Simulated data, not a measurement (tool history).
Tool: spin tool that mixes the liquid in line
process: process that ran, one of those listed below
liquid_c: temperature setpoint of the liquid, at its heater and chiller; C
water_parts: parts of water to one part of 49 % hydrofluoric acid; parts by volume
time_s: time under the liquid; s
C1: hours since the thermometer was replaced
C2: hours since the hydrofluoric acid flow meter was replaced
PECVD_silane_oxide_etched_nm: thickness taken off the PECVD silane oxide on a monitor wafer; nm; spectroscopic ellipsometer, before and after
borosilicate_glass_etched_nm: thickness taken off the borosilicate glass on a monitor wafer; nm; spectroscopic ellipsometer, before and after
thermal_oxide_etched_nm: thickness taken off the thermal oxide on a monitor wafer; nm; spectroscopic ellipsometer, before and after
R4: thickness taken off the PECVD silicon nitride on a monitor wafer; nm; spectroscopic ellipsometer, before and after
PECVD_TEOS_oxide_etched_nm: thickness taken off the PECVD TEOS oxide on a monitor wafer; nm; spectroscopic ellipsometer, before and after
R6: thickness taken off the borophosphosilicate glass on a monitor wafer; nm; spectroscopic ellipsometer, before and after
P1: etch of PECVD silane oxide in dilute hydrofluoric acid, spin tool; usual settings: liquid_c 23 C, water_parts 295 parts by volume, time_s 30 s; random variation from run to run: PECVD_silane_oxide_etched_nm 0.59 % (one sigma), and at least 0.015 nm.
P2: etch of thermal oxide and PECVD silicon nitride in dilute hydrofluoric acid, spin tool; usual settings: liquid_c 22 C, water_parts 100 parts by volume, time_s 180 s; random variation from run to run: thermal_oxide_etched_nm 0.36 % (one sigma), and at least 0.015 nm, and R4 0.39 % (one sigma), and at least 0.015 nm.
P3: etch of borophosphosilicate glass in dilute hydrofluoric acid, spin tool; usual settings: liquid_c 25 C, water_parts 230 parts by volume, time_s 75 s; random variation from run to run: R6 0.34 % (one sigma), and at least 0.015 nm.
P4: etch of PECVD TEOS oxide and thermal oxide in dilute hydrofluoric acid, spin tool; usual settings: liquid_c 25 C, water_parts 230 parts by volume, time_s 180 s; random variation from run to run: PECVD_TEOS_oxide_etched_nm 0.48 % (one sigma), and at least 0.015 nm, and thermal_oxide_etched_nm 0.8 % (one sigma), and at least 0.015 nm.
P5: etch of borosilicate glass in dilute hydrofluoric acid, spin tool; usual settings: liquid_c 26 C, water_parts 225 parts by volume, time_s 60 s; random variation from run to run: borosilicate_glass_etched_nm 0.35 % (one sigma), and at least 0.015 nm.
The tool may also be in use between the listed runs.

run 1 hour=4.2 | process=P1 liquid_c=23 water_parts=295 time_s=30 | C1=455.3 C2=1322 | PECVD_silane_oxide_etched_nm=4.1192
run 2 hour=8.4 | process=P5 liquid_c=26 water_parts=225 time_s=60 | C1=459.5 C2=1326.2 | borosilicate_glass_etched_nm=7.3557
run 3 hour=11.8 | process=P2 liquid_c=22 water_parts=100 time_s=70 | C1=462.9 C2=1329.6 | thermal_oxide_etched_nm=3.0118 R4=2.7937
run 4 hour=15.7 | process=P1 liquid_c=23 water_parts=295 time_s=30 | C1=466.8 C2=1333.5 | PECVD_silane_oxide_etched_nm=4.1423
run 5 hour=18.6 | process=P1 liquid_c=23 water_parts=295 time_s=30 | C1=469.7 C2=1336.4 | PECVD_silane_oxide_etched_nm=4.1374
run 6 hour=23.4 | process=P4 liquid_c=25 water_parts=230 time_s=100 | C1=474.5 C2=1341.2 | thermal_oxide_etched_nm=1.9586 PECVD_TEOS_oxide_etched_nm=3.9642
run 7 hour=28 | process=P4 liquid_c=19.5 water_parts=230 time_s=180 | C1=479.1 C2=1345.8 | thermal_oxide_etched_nm=2.8619 PECVD_TEOS_oxide_etched_nm=5.8605
run 8 hour=32.5 | process=P3 liquid_c=25 water_parts=230 time_s=75 | C1=483.6 C2=1350.3 | R6=13.099
-- hour=34.1 hydrofluoric acid flow meter replaced
run 9 hour=35.8 | process=P1 liquid_c=23 water_parts=295 time_s=55 | C1=486.9 C2=1.8 | PECVD_silane_oxide_etched_nm=7.5955
run 10 hour=39.8 | process=P1 liquid_c=23 water_parts=415 time_s=30 | C1=490.9 C2=5.8 | PECVD_silane_oxide_etched_nm=2.6284
run 11 hour=43.4 | process=P5 liquid_c=18 water_parts=225 time_s=60 | C1=494.5 C2=9.4 | borosilicate_glass_etched_nm=5.4722
run 12 hour=47.2 | process=P2 liquid_c=17 water_parts=100 time_s=180 | C1=498.3 C2=13.2 | thermal_oxide_etched_nm=6.2359 R4=5.0374
run 13 hour=52.1 | process=P1 liquid_c=23 water_parts=295 time_s=30 | C1=503.2 C2=18.1 | PECVD_silane_oxide_etched_nm=4.138
run 14 hour=55.6 | process=P1 liquid_c=17 water_parts=295 time_s=30 | C1=506.7 C2=21.6 | PECVD_silane_oxide_etched_nm=3.29
run 15 hour=59.3 | process=P4 liquid_c=25 water_parts=230 time_s=180 | C1=510.4 C2=25.3 | thermal_oxide_etched_nm=3.5427 PECVD_TEOS_oxide_etched_nm=7.1436
run 16 hour=62.2 | process=P1 liquid_c=23 water_parts=295 time_s=15 | C1=513.3 C2=28.2 | PECVD_silane_oxide_etched_nm=2.0496
run 17 hour=66.2 | process=P3 liquid_c=25 water_parts=230 time_s=75 | C1=517.3 C2=32.2 | R6=13.086
run 18 hour=69.7 | process=P3 liquid_c=25 water_parts=230 time_s=20 | C1=520.8 C2=35.7 | R6=3.4921
run 19 hour=74.4 | process=P1 liquid_c=30 water_parts=295 time_s=30 | C1=525.5 C2=40.4 | PECVD_silane_oxide_etched_nm=5.2074
run 20 hour=77.5 | process=P1 liquid_c=23 water_parts=410 time_s=15 | C1=528.6 C2=43.5 | PECVD_silane_oxide_etched_nm=1.3512
run 21 hour=81.4 | process=P1 liquid_c=23 water_parts=295 time_s=30 | C1=532.5 C2=47.4 | PECVD_silane_oxide_etched_nm=4.0915
run 22 hour=84.6 | process=P2 liquid_c=22 water_parts=100 time_s=180 | C1=535.7 C2=50.6 | thermal_oxide_etched_nm=7.7461 R4=7.0831
run 23 hour=87.4 | process=P5 liquid_c=26 water_parts=225 time_s=60 | C1=538.5 C2=53.4 | borosilicate_glass_etched_nm=7.3657
run 24 hour=91.2 | process=P3 liquid_c=17.5 water_parts=230 time_s=75 | C1=542.3 C2=57.2 | R6=9.8385
run 25 hour=95.4 | process=P5 liquid_c=26 water_parts=370 time_s=60 | C1=546.5 C2=61.4 | borosilicate_glass_etched_nm=3.8366
run 26 hour=97.8 | process=P1 liquid_c=23 water_parts=295 time_s=30 | C1=548.9 C2=63.8 | PECVD_silane_oxide_etched_nm=4.0884
run 27 hour=102.9 | process=P4 liquid_c=25 water_parts=230 time_s=180 | C1=554 C2=68.9 | thermal_oxide_etched_nm=3.4727 PECVD_TEOS_oxide_etched_nm=7.1366
run 28 hour=107.4 | process=P5 liquid_c=26 water_parts=225 time_s=30 | C1=558.5 C2=73.4 | borosilicate_glass_etched_nm=3.7229
run 29 hour=112.5 | process=P2 liquid_c=22 water_parts=50 time_s=180 | C1=563.6 C2=78.5 | thermal_oxide_etched_nm=16.382 R4=14.103
run 30 hour=116.8 | process=P4 liquid_c=25 water_parts=95 time_s=180 | C1=567.9 C2=82.8 | thermal_oxide_etched_nm=9.9743 PECVD_TEOS_oxide_etched_nm=20.401
run 31 hour=121.7 | process=P1 liquid_c=23 water_parts=100 time_s=30 | C1=572.8 C2=87.7 | PECVD_silane_oxide_etched_nm=15.045
run 32 hour=124.3 | process=P3 liquid_c=25 water_parts=395 time_s=75 | C1=575.4 C2=90.3 | R6=6.4829
run 33 hour=126.9 | process=P1 liquid_c=23 water_parts=295 time_s=30 | C1=578 C2=92.9 | PECVD_silane_oxide_etched_nm=4.1552
run 34 hour=129.7 | process=P1 liquid_c=23 water_parts=295 time_s=30 | C1=580.8 C2=95.7 | PECVD_silane_oxide_etched_nm=4.2249
run 35 hour=133.7 | process=P1 liquid_c=23 water_parts=295 time_s=30 | C1=584.8 C2=99.7 | PECVD_silane_oxide_etched_nm=4.2831
run 36 hour=137 | process=P1 liquid_c=23 water_parts=295 time_s=30 | C1=588.1 C2=103 | PECVD_silane_oxide_etched_nm=4.311
run 37 hour=142 | process=P1 liquid_c=23 water_parts=295 time_s=30 | C1=593.1 C2=108 | PECVD_silane_oxide_etched_nm=4.377
run 38 hour=146.6 | process=P1 liquid_c=23 water_parts=295 time_s=30 | C1=597.7 C2=112.6 | PECVD_silane_oxide_etched_nm=4.3856
run 39 hour=151.1 | process=P1 liquid_c=23 water_parts=295 time_s=30 | C1=602.2 C2=117.1 | PECVD_silane_oxide_etched_nm=4.3627
run 40 hour=155.9 | process=P1 liquid_c=23 water_parts=295 time_s=30 | C1=607 C2=121.9 | PECVD_silane_oxide_etched_nm=4.4033
run 41 hour=159 | process=P1 liquid_c=23 water_parts=295 time_s=30 | C1=610.1 C2=125 | PECVD_silane_oxide_etched_nm=4.3432
run 42 hour=161.8 | process=P1 liquid_c=23 water_parts=295 time_s=30 | C1=612.9 C2=127.8 | PECVD_silane_oxide_etched_nm=4.3724

What P1 gives has crept away from where it was. These 2 causes fit the log equally well, each at the size given:
A: liquid hotter than its thermometer reads (K) = 1.62
B: hydrofluoric acid flow above the setpoint (%) = 4.5
The creep began at about hour 126.9.

4 check runs are offered, one wafer each, their results left as question marks. Which one tells the causes apart?
run check 1 hour=164.6 | process=P2 liquid_c=22 water_parts=100 time_s=180 | thermal_oxide_etched_nm=? R4=?
run check 2 hour=164.6 | process=P3 liquid_c=25 water_parts=230 time_s=75 | R6=?
run check 3 hour=164.6 | process=P4 liquid_c=25 water_parts=230 time_s=180 | thermal_oxide_etched_nm=? PECVD_TEOS_oxide_etched_nm=?
run check 4 hour=164.6 | process=P5 liquid_c=26 water_parts=225 time_s=60 | borosilicate_glass_etched_nm=?

What each check would give under each cause:
check=check_1 result=thermal_oxide_etched_nm if_A=8.2344 if_B=8.1057
check=check_1 result=R4 if_A=7.9387 if_B=7.4424
check=check_2 result=R6 if_A=13.865 if_B=13.825
check=check_3 result=thermal_oxide_etched_nm if_A=3.7043 if_B=3.6935
check=check_3 result=PECVD_TEOS_oxide_etched_nm if_A=7.6045 if_B=7.5823
check=check_4 result=borosilicate_glass_etched_nm if_A=7.8223 if_B=7.8038
How far apart the two closest causes lie, in the result that separates them most: check 1 6.46 %; check 2 0.29 %; check 3 0.29 %; check 4 0.24 %
Check 1 tells the causes apart: in the others they would give nearly the same result.

Check 1 was then run and gave: thermal_oxide_etched_nm 8.177 nm; R4 7.4018 nm. Which cause is it?

It is B: hydrofluoric acid flow above the setpoint (%).
